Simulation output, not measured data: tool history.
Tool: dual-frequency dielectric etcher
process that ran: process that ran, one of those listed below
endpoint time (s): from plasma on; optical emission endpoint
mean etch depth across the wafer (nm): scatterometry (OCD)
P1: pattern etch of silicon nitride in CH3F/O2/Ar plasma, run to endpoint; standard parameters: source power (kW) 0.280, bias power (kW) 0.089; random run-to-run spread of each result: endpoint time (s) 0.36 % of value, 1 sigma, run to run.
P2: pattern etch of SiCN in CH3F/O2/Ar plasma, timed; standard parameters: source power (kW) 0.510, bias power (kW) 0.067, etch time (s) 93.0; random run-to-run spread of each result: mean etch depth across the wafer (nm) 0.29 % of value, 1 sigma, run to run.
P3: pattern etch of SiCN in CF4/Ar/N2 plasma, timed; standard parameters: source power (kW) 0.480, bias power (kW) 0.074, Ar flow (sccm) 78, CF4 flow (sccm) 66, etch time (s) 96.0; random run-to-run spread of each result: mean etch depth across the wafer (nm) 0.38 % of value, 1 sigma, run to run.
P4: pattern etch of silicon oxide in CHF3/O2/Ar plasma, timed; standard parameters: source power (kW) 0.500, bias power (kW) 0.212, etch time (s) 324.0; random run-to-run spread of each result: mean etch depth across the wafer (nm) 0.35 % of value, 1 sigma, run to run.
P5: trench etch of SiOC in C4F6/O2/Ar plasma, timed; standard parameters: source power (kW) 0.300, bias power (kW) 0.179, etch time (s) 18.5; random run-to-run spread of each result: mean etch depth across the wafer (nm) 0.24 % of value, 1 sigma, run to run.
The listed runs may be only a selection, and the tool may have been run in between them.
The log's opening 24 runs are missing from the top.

| run | hour | process that ran | source power (kW) | bias power (kW) | etch time (s) | Ar flow (sccm) | CF4 flow (sccm) | hours since the last wet clean | hours since the last source power generator calibration | hours since the last bias power generator calibration | endpoint time (s) | mean etch depth across the wafer (nm) |
|---|---|---|---|---|---|---|---|---|---|---|---|---|
| 25 | 79.9 | P4 | 0.500 | 0.212 | 227.5 |  |  | 340.7 | 755.8 | 2806.3 |  | 440.820 |
| 26 | 84.2 | P4 | 0.500 | 0.149 | 324.0 |  |  | 345.0 | 760.1 | 2810.6 |  | 553.060 |
|  | 86.5 | wet clean of the chamber |
| 27 | 87.0 | P3 | 0.640 | 0.074 | 96.0 | 78 | 66 | 0.5 | 762.9 | 2813.4 |  | 122.480 |
| 28 | 91.0 | P1 | 0.170 | 0.057 |  |  |  | 4.5 | 766.9 | 2817.4 | 68.376 |  |
| 29 | 93.2 | P2 | 0.510 | 0.089 | 93.0 |  |  | 6.7 | 769.1 | 2819.6 |  | 41.921 |
| 30 | 95.2 | P5 | 0.230 | 0.179 | 18.5 |  |  | 8.7 | 771.1 | 2821.6 |  | 30.367 |
| 31 | 99.4 | P5 | 0.300 | 0.179 | 18.5 |  |  | 12.9 | 775.3 | 2825.8 |  | 33.581 |
| 32 | 101.4 | P1 | 0.280 | 0.120 |  |  |  | 14.9 | 777.3 | 2827.8 | 43.152 |  |
| 33 | 105.2 | P2 | 0.510 | 0.067 | 93.0 |  |  | 18.7 | 781.1 | 2831.6 |  | 37.841 |
| 34 | 109.2 | P1 | 0.280 | 0.089 |  |  |  | 22.7 | 785.1 | 2835.6 | 48.132 |  |
| 35 | 111.8 | P1 | 0.280 | 0.089 |  |  |  | 25.3 | 787.7 | 2838.2 | 48.220 |  |
| 36 | 115.6 | P1 | 0.280 | 0.089 |  |  |  | 29.1 | 791.5 | 2842.0 | 47.765 |  |

What does the tool deliver on the next run?
| 37 | 119.0 | P1 | 0.280 | 0.089 |  |  |  | 32.5 | 794.9 | 2845.4 | ? |  |

Run 37 measured endpoint time (s) 48.001.
